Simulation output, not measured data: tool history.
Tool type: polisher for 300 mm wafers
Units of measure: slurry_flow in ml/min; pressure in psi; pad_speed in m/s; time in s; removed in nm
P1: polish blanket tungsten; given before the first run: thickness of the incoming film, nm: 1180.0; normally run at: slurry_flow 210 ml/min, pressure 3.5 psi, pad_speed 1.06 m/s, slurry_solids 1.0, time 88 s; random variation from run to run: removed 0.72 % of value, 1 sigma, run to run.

{"run": 1, "hour": 13.4, "slurry_flow": 210, "pressure": 3.5, "pad_speed": 1.06, "slurry_solids": 1.0, "time": 88, "removed": 473.31}
{"run": 2, "hour": 23.0, "slurry_flow": 305, "pressure": 3.5, "pad_speed": 1.06, "slurry_solids": 1.0, "time": 88, "removed": 491.8}
{"run": 3, "hour": 36.3, "slurry_flow": 210, "pressure": 4.5, "pad_speed": 1.06, "slurry_solids": 1.0, "time": 88, "removed": 605.21}
{"run": 4, "hour": 45.4, "slurry_flow": 210, "pressure": 3.5, "pad_speed": 1.06, "slurry_solids": 1.0, "time": 88, "removed": 473.75}
{"run": 5, "hour": 54.6, "slurry_flow": 210, "pressure": 3.5, "pad_speed": 1.06, "slurry_solids": 1.0, "time": 88, "removed": 475.99}
{"run": 6, "hour": 63.0, "slurry_flow": 210, "pressure": 3.5, "pad_speed": 1.06, "slurry_solids": 1.0, "time": 88, "removed": 471.35}
{"run": 7, "hour": 72.0, "slurry_flow": 210, "pressure": 3.5, "pad_speed": 1.06, "slurry_solids": 1.0, "time": 44, "removed": 235.77}
{"run": 8, "hour": 80.1, "slurry_flow": 210, "pressure": 3.5, "pad_speed": 1.06, "slurry_solids": 1.0, "time": 88, "removed": 470.28}
{"run": 9, "hour": 91.2, "slurry_flow": 150, "pressure": 3.5, "pad_speed": 0.58, "slurry_solids": 1.0, "time": 88, "removed": 244.61}
{"run": 10, "hour": 104.5, "slurry_flow": 210, "pressure": 3.5, "pad_speed": 1.36, "slurry_solids": 1.0, "time": 88, "removed": 610.79}
{"run": 11, "hour": 116.0, "slurry_flow": 210, "pressure": 3.5, "pad_speed": 1.06, "slurry_solids": 1.3, "time": 88, "removed": 504.22}
{"run": 12, "hour": 123.5, "slurry_flow": 210, "pressure": 3.5, "pad_speed": 1.06, "slurry_solids": 1.0, "time": 139, "removed": 737.63}
{"run": 13, "hour": 134.3, "slurry_flow": 210, "pressure": 2.4, "pad_speed": 1.06, "slurry_solids": 1.0, "time": 88, "removed": 318.45}
{"hour": 136.7, "done": "worn pad replaced by a new one"}
{"hour": 141.4, "done": "slurry tank refilled with fresh slurry and peroxide"}
{"run": 14, "hour": 145.9, "slurry_flow": 210, "pressure": 3.5, "pad_speed": 1.06, "slurry_solids": 0.7, "time": 88, "removed": 438.06}
{"run": 15, "hour": 159.6, "slurry_flow": 210, "pressure": 5.3, "pad_speed": 1.54, "slurry_solids": 1.0, "time": 88, "removed": 1034.4}
{"run": 16, "hour": 173.4, "slurry_flow": 125, "pressure": 3.5, "pad_speed": 1.06, "slurry_solids": 1.0, "time": 88, "removed": 437.76}
{"run": 17, "hour": 188.2, "slurry_flow": 210, "pressure": 3.5, "pad_speed": 1.06, "slurry_solids": 1.0, "time": 88, "removed": 473.96}
{"run": 18, "hour": 198.1, "slurry_flow": 135, "pressure": 3.5, "pad_speed": 1.06, "slurry_solids": 1.0, "time": 60, "removed": 296.96}
{"run": 19, "hour": 208.1, "slurry_flow": 210, "pressure": 3.5, "pad_speed": 0.6, "slurry_solids": 1.0, "time": 88, "removed": 268.98}
{"run": 20, "hour": 220.2, "slurry_flow": 210, "pressure": 3.5, "pad_speed": 1.06, "slurry_solids": 1.0, "time": 88, "removed": 471.12}
{"run": 21, "hour": 227.2, "slurry_flow": 210, "pressure": 3.5, "pad_speed": 1.06, "slurry_solids": 1.0, "time": 88, "removed": 472.06}
{"run": 22, "hour": 239.0, "slurry_flow": 210, "pressure": 3.5, "pad_speed": 1.06, "slurry_solids": 1.0, "time": 88, "removed": 462.64}
{"run": 23, "hour": 253.8, "slurry_flow": 210, "pressure": 3.5, "pad_speed": 1.06, "slurry_solids": 1.0, "time": 88, "removed": 451.58}
{"run": 24, "hour": 260.8, "slurry_flow": 210, "pressure": 3.5, "pad_speed": 1.06, "slurry_solids": 1.0, "time": 88, "removed": 446.77}
{"hour": 264.7, "done": "head pressure recalibrated"}
{"run": 25, "hour": 275.7, "slurry_flow": 210, "pressure": 3.5, "pad_speed": 1.06, "slurry_solids": 1.0, "time": 88, "removed": 446.15}
{"hour": 278.8, "done": "worn pad replaced by a new one"}
{"hour": 284.5, "done": "slurry blender recalibrated"}
{"run": 26, "hour": 285.7, "slurry_flow": 210, "pressure": 3.5, "pad_speed": 1.06, "slurry_solids": 1.0, "time": 88, "removed": 438.34}
{"run": 27, "hour": 293.1, "slurry_flow": 210, "pressure": 3.5, "pad_speed": 1.06, "slurry_solids": 1.0, "time": 88, "removed": 440.63}
{"run": 28, "hour": 299.8, "slurry_flow": 210, "pressure": 3.5, "pad_speed": 1.06, "slurry_solids": 1.0, "time": 88, "removed": 444.06}
{"run": 29, "hour": 313.5, "slurry_flow": 210, "pressure": 3.5, "pad_speed": 1.06, "slurry_solids": 1.0, "time": 88, "removed": 435.3}
{"run": 30, "hour": 326.5, "slurry_flow": 210, "pressure": 3.5, "pad_speed": 1.06, "slurry_solids": 1.0, "time": 88, "removed": 435.2}

Compared with where it was, what P1 gives has crept away. Each cause listed below fits the log as well as the rest, at the size given for it:
A: slurry flow missing at the pad, % = 39.8
B: peroxide lost from the slurry, % = 19
The onset of the drift is placed at about hour 220.2.
Every other cause this tool's parts could produce, and why it does not fit the log:
removal rate lost through wear of the pad, %: work on it at hour 278.8, done after the drift set in, did not restore what the process gave before
head's pressure below its setpoint, %: work on it at hour 264.7, done after the drift set in, did not restore what the process gave before
abrasive missing from the slurry, %: work on it at hour 284.5, done after the drift set in, did not restore what the process gave before

The 4 check runs listed below each average the results of 2 wafers, and their outcomes are marked with question marks. Under which run would the listed causes produce clearly different results?
{"run": "check 1", "hour": 339.5, "slurry_flow": 140, "pressure": 3.5, "pad_speed": 1.06, "slurry_solids": 1.0, "time": 126, "removed": "?"}
{"run": "check 2", "hour": 339.5, "slurry_flow": 210, "pressure": 3.5, "pad_speed": 1.06, "slurry_solids": 1.3, "time": 108, "removed": "?"}
{"run": "check 3", "hour": 339.5, "slurry_flow": 210, "pressure": 3.5, "pad_speed": 1.06, "slurry_solids": 0.8, "time": 88, "removed": "?"}
{"run": "check 4", "hour": 339.5, "slurry_flow": 210, "pressure": 4.2, "pad_speed": 1.06, "slurry_solids": 1.0, "time": 46, "removed": "?"}

Check results expected under each cause:
check=check_1 result=removed if_A=566.26 if_B=587.37
check=check_2 result=removed if_A=570.54 if_B=570.61
check=check_3 result=removed if_A=414.37 if_B=414.42
check=check_4 result=removed if_A=273.85 if_B=273.89
How far apart the two closest causes lie, in the result that separates them most: check 1 3.66 %; check 2 0.01 %; check 3 0.01 %; check 4 0.01 %
Check 1 is the one run that separates the causes; every other check would come out nearly the same whichever cause is at work.

Check 1 was then run and gave: removed 561.75 nm. Which cause is it?

It is A: slurry flow missing at the pad, %.
